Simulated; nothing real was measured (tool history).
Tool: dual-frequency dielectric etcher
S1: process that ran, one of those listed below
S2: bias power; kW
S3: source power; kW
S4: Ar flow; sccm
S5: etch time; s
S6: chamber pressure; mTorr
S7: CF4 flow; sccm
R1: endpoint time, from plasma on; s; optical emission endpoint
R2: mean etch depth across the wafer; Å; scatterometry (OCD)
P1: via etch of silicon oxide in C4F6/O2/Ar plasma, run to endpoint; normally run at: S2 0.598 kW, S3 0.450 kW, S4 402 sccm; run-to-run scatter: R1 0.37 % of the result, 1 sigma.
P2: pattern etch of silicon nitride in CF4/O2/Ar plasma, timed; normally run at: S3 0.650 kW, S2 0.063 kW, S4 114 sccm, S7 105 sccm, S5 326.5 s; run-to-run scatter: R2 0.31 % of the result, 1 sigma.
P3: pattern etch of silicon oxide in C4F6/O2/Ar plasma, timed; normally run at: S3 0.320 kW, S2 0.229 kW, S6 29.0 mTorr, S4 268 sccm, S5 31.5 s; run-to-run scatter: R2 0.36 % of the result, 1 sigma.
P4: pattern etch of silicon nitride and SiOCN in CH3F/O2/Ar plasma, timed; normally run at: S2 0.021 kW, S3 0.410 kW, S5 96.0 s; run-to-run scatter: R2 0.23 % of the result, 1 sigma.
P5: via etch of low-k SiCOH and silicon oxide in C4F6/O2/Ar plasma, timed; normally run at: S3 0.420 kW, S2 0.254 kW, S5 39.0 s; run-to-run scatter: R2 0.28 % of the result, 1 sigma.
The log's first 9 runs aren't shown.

| run | hour | S1 | S2 | S3 | S4 | S5 | S6 | S7 | R1 | R2 |
|---|---|---|---|---|---|---|---|---|---|---|
| 10 | 55.6 | P5 | 0.254 | 0.300 |  | 39.0 |  |  |  | 891.67 |
| 11 | 61.0 | P1 | 0.598 | 0.450 | 402 |  |  |  | 41.434 |  |
| 12 | 66.6 | P2 | 0.088 | 0.650 | 114 | 326.5 |  | 105 |  | 9382.80 |
| 13 | 73.5 | P3 | 0.229 | 0.320 | 268 | 31.5 | 38.5 |  |  | 981.34 |
| 14 | 80.3 | P2 | 0.063 | 0.650 | 114 | 406.0 |  | 105 |  | 10242.00 |
| 15 | 85.2 | P1 | 0.598 | 0.280 | 402 |  |  |  | 49.111 |  |
| 16 | 92.9 | P3 | 0.229 | 0.320 | 268 | 43.0 | 29.0 |  |  | 1376.20 |
| 17 | 98.4 | P2 | 0.063 | 0.650 | 153 | 326.5 |  | 105 |  | 7900.90 |
| 18 | 102.7 | P1 | 0.598 | 0.450 | 402 |  |  |  | 41.226 |  |
| 19 | 111.2 | P2 | 0.063 | 0.650 | 114 | 326.5 |  | 148 |  | 8571.40 |
| 20 | 116.8 | P1 | 0.598 | 0.450 | 402 |  |  |  | 41.276 |  |
| 21 | 122.6 | P4 | 0.021 | 0.410 |  | 96.0 |  |  |  | 126.61 |
| 22 | 128.8 | P2 | 0.063 | 0.860 | 114 | 326.5 |  | 105 |  | 10493.00 |
| 23 | 133.1 | P1 | 0.598 | 0.450 | 264 |  |  |  | 39.361 |  |
| 24 | 140.5 | P1 | 0.399 | 0.450 | 402 |  |  |  | 48.083 |  |
| 25 | 148.6 | P4 | 0.021 | 0.270 |  | 96.0 |  |  |  | 110.04 |
| 26 | 155.2 | P5 | 0.254 | 0.420 |  | 22.5 |  |  |  | 577.13 |
| 27 | 162.4 | P2 | 0.063 | 0.650 | 114 | 326.5 |  | 105 |  | 8247.90 |

Forecast run 28:
| 28 | 168.9 | P1 | 0.598 | 0.550 | 402 |  |  |  | ? |  |

Run 28 gave R1 38.491 s.
